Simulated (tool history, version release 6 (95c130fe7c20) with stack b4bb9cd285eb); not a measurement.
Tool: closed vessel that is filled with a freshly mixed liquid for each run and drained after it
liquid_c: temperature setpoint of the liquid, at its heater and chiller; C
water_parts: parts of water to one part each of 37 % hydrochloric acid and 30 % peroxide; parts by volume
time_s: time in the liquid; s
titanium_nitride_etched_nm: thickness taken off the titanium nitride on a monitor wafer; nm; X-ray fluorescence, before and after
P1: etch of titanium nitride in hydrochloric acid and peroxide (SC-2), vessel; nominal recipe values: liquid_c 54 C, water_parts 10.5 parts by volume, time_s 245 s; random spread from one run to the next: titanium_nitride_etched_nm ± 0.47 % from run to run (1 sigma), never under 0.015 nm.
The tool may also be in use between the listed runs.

run 1 day=0.375 | liquid_c=54 water_parts=10.5 time_s=245 | titanium_nitride_etched_nm=14.043
run 2 day=0.729 | liquid_c=69 water_parts=10.5 time_s=245 | titanium_nitride_etched_nm=35.765
run 3 day=1.458 | liquid_c=54 water_parts=10.5 time_s=245 | titanium_nitride_etched_nm=14.036
-- day=1.612 chemicals flow meter replaced
run 4 day=1.971 | liquid_c=54 water_parts=10.5 time_s=30 | titanium_nitride_etched_nm=1.7144
run 5 day=2.392 | liquid_c=54 water_parts=10.5 time_s=245 | titanium_nitride_etched_nm=14.012
-- day=2.633 new drum of peroxide connected
run 6 day=3.042 | liquid_c=54 water_parts=10.5 time_s=245 | titanium_nitride_etched_nm=13.981
run 7 day=3.592 | liquid_c=54 water_parts=10.5 time_s=370 | titanium_nitride_etched_nm=21.493
run 8 day=4.125 | liquid_c=54 water_parts=10.5 time_s=245 | titanium_nitride_etched_nm=14.134
run 9 day=4.779 | liquid_c=54 water_parts=4 time_s=245 | titanium_nitride_etched_nm=29.316
run 10 day=5.229 | liquid_c=54 water_parts=15 time_s=35 | titanium_nitride_etched_nm=1.4937
run 11 day=5.667 | liquid_c=54 water_parts=18.5 time_s=245 | titanium_nitride_etched_nm=8.5671
run 12 day=6.129 | liquid_c=38.5 water_parts=10.5 time_s=245 | titanium_nitride_etched_nm=4.8976
run 13 day=6.725 | liquid_c=54 water_parts=10.5 time_s=245 | titanium_nitride_etched_nm=14.079
run 14 day=7.338 | liquid_c=54 water_parts=10.5 time_s=245 | titanium_nitride_etched_nm=13.603
run 15 day=7.712 | liquid_c=54 water_parts=10.5 time_s=245 | titanium_nitride_etched_nm=13.366
run 16 day=8.196 | liquid_c=54 water_parts=10.5 time_s=245 | titanium_nitride_etched_nm=13.256
run 17 day=8.629 | liquid_c=54 water_parts=10.5 time_s=245 | titanium_nitride_etched_nm=13.063
-- day=9.217 new drum of peroxide connected
run 18 day=9.312 | liquid_c=54 water_parts=10.5 time_s=245 | titanium_nitride_etched_nm=13.046
run 19 day=9.879 | liquid_c=54 water_parts=10.5 time_s=245 | titanium_nitride_etched_nm=12.983
run 20 day=10.454 | liquid_c=54 water_parts=10.5 time_s=245 | titanium_nitride_etched_nm=12.848
run 21 day=11.221 | liquid_c=54 water_parts=10.5 time_s=245 | titanium_nitride_etched_nm=12.863
run 22 day=11.979 | liquid_c=54 water_parts=10.5 time_s=245 | titanium_nitride_etched_nm=12.795
run 23 day=12.35 | liquid_c=54 water_parts=10.5 time_s=245 | titanium_nitride_etched_nm=12.595
run 24 day=13.079 | liquid_c=54 water_parts=10.5 time_s=245 | titanium_nitride_etched_nm=12.843

The log shows P1 creeping away from where it was. Any of the 2 causes listed here, at the size stated for it, fits the log just as well as the others:
A: chemicals flow below the setpoint (%) = 11.1
B: liquid colder than its thermometer reads (K) = 1.53
The process output started creeping at around day 6.725.
All other causes, with the reason each is excluded:
peroxide weaker than its label (%): work on it at day 9.217, done after the drift set in, did not restore what the process gave before

The list below offers 4 check runs, each averaging the results of 3 wafers, and shows each result as a question mark. For which of them would the listed causes give clearly different results?
run check 1 day=13.808 | liquid_c=54 water_parts=18.5 time_s=245 | titanium_nitride_etched_nm=?
run check 2 day=13.808 | liquid_c=54 water_parts=14.5 time_s=30 | titanium_nitride_etched_nm=?
run check 3 day=13.808 | liquid_c=38.5 water_parts=5.5 time_s=245 | titanium_nitride_etched_nm=?
run check 4 day=13.808 | liquid_c=68.5 water_parts=6.5 time_s=245 | titanium_nitride_etched_nm=?

If the cause were each of the candidates in turn, the checks would give the following:
check=check_1 result=titanium_nitride_etched_nm if_A=7.7229 if_B=7.7754
check=check_2 result=titanium_nitride_etched_nm if_A=1.1781 if_B=1.1829
check=check_3 result=titanium_nitride_etched_nm if_A=7.4658 if_B=7.2991
check=check_4 result=titanium_nitride_etched_nm if_A=46.682 if_B=46.662
Minimum pairwise separation of causes per check, each pair taken at its best-separating result: check 1 0.68 %; check 2 0.41 %; check 3 2.26 %; check 4 0.04 %
Check 3 tells the causes apart: in the others they would give nearly the same result.

Then check 3 was run and gave: titanium_nitride_etched_nm 7.4846 nm. Which cause is it?

It was cause A: chemicals flow below the setpoint (%).
